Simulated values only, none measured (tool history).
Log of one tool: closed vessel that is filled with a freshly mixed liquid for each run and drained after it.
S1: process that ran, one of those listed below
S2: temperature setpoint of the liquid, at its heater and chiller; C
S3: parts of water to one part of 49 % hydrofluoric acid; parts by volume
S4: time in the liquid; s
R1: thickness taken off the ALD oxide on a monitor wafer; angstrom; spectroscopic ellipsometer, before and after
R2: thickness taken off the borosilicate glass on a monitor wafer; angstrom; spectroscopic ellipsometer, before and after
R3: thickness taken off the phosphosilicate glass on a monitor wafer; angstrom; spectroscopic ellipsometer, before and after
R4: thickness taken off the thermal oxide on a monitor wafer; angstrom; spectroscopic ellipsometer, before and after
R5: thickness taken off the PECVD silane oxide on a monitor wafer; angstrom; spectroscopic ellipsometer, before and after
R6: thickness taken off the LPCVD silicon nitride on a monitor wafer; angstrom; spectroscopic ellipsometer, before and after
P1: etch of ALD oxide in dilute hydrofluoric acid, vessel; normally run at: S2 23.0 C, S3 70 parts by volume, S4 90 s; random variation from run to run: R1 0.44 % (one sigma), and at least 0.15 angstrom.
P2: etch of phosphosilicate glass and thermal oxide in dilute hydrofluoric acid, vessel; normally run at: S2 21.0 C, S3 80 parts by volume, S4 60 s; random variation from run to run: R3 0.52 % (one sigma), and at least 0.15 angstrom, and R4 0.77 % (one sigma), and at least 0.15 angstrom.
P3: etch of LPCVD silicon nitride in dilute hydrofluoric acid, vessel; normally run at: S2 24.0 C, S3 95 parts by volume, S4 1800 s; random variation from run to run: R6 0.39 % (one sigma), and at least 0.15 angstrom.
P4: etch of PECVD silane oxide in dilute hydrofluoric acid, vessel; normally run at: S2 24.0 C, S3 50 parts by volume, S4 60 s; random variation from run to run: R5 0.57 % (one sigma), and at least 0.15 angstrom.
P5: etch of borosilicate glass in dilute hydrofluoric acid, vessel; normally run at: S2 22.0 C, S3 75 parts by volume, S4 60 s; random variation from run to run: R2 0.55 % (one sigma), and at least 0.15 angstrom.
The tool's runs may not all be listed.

run   hour  S1    S2   S3    S4       R1      R2       R3       R4      R5       R6
  1   12.1  P1  23.0   70    90  167.790
  2   18.1  P1  18.0   70    90  136.140
  3   25.2  P1  23.0   40    90  306.130
  4   33.6  P5  22.0   40    60           419.64
  5   41.7  P1  23.0   70    90  168.300
  6   52.8  P2  17.0   80    60                    618.22   26.727
  7   62.2  P4  24.0   25    60                                     495.54
  8   74.0  P3  24.0   95  1800                                              89.411
  9   80.7  P3  24.0  135  1800                                              63.076
 10   87.4  P5  22.0   75    60           215.15
 11   92.8  P4  31.0   50    60                                     320.25
 12  102.3  P2  21.0   20    60                   3136.20  133.330
 13  109.7  P5  28.0   75    60           272.26
 14  115.4  P5  22.0   75    30           107.16
 15  124.3  P4  24.0   50    85                                     337.59
 16  130.7  P2  21.0   80   105                   1276.70   54.997
 17  140.3  P1  23.0   70    40   74.691
 18  150.9  P1  27.5   70    90  199.610
 19  158.3  P3  24.0   95  1800                                              88.728
 20  166.0  P2  21.0   80    60                    728.61   31.664
 21  172.8  P3  24.0   95  2865                                             142.910
 22  184.1  P1  23.0  120    90   92.096
 23  193.2  P1  23.0   45    35  104.800
 24  205.4  P1  23.0   70    90  167.460
 25  216.0  P1  23.0   70   145  272.310
 26  224.3  P3  17.0   95  1800                                              55.250
 27  232.1  P4  24.0   50    60                                     237.44
 28  241.6  P4  24.0   50    60                                     238.50
 29  247.7  P2  21.0   80    60                    731.79   30.746
 30  253.6  P1  23.0  105    40   48.139
 31  260.2  P1  23.0   70    90  168.520
 32  266.4  P1  27.5   70    50  111.400
 33  277.0  P1  23.0   70    90  168.070
 34  288.9  P1  23.0   70    90  169.330
 35  300.5  P1  23.0   70    90  161.490
 36  306.1  P1  23.0   70    90  160.340
 37  318.4  P1  23.0   70    90  158.080
 38  330.0  P1  23.0   70    90  155.170

Forecast run 39:
 39  336.8  P1  23.0  70  90   ?

R1: 156.730 angstrom
